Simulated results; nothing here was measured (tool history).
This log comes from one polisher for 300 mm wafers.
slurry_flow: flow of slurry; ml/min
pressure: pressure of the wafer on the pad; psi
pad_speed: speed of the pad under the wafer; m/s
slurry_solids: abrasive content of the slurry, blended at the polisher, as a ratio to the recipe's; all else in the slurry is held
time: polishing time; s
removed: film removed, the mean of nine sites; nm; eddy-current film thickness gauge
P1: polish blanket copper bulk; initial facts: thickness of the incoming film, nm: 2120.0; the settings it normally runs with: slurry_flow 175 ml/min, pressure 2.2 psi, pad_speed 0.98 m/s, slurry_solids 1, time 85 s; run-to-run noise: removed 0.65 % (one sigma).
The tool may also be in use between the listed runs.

Run 1, day 0.367: slurry_flow 175 ml/min, pressure 2.2 psi, pad_speed 0.98 m/s, slurry_solids 1, time 85 s. Result: removed 678.55 nm.
Run 2, day 0.721: slurry_flow 175 ml/min, pressure 1.2 psi, pad_speed 0.98 m/s, slurry_solids 1, time 85 s. Result: removed 371.83 nm.
Run 3, day 0.983: slurry_flow 175 ml/min, pressure 1.5 psi, pad_speed 0.98 m/s, slurry_solids 1.5, time 85 s. Result: removed 500.9 nm.
Run 4, day 1.479: slurry_flow 175 ml/min, pressure 2.2 psi, pad_speed 0.98 m/s, slurry_solids 1, time 85 s. Result: removed 689.83 nm.
Run 5, day 1.933: slurry_flow 175 ml/min, pressure 2.2 psi, pad_speed 0.98 m/s, slurry_solids 1, time 85 s. Result: removed 675.83 nm.
Run 6, day 2.429: slurry_flow 175 ml/min, pressure 2.2 psi, pad_speed 0.98 m/s, slurry_solids 0.6, time 85 s. Result: removed 608.18 nm.
Run 7, day 2.733: slurry_flow 175 ml/min, pressure 2.2 psi, pad_speed 0.98 m/s, slurry_solids 1, time 41 s. Result: removed 332.52 nm.
At day 2.896: slurry blender recalibrated.
Run 8, day 3.046: slurry_flow 175 ml/min, pressure 2.2 psi, pad_speed 0.98 m/s, slurry_solids 1, time 134 s. Result: removed 1072.8 nm.
Run 9, day 3.488: slurry_flow 175 ml/min, pressure 3.5 psi, pad_speed 0.98 m/s, slurry_solids 1, time 85 s. Result: removed 1082 nm.
Run 10, day 3.8: slurry_flow 175 ml/min, pressure 2.2 psi, pad_speed 0.52 m/s, slurry_solids 1, time 85 s. Result: removed 360.43 nm.
Run 11, day 4.333: slurry_flow 175 ml/min, pressure 2.2 psi, pad_speed 0.98 m/s, slurry_solids 1.35, time 85 s. Result: removed 725.07 nm.
Run 12, day 4.846: slurry_flow 175 ml/min, pressure 2.2 psi, pad_speed 0.98 m/s, slurry_solids 1.25, time 52 s. Result: removed 432.43 nm.
At day 5.083: slurry nozzle cleaned.
Run 13, day 5.321: slurry_flow 175 ml/min, pressure 2.2 psi, pad_speed 1.48 m/s, slurry_solids 1, time 85 s. Result: removed 1029.1 nm.
Run 14, day 5.838: slurry_flow 105 ml/min, pressure 2.2 psi, pad_speed 0.98 m/s, slurry_solids 1, time 85 s. Result: removed 608.35 nm.
Run 15, day 6.154: slurry_flow 175 ml/min, pressure 2.2 psi, pad_speed 0.98 m/s, slurry_solids 1, time 85 s. Result: removed 679.14 nm.
Run 16, day 6.712: slurry_flow 175 ml/min, pressure 2.2 psi, pad_speed 0.98 m/s, slurry_solids 1, time 85 s. Result: removed 676.98 nm.

Forecast run 17:
Run 17, day 7.129: slurry_flow 235 ml/min, pressure 2.2 psi, pad_speed 0.98 m/s, slurry_solids 1, time 85 s. Result: removed ?.

Run 17 came out at removed 701.56 nm.
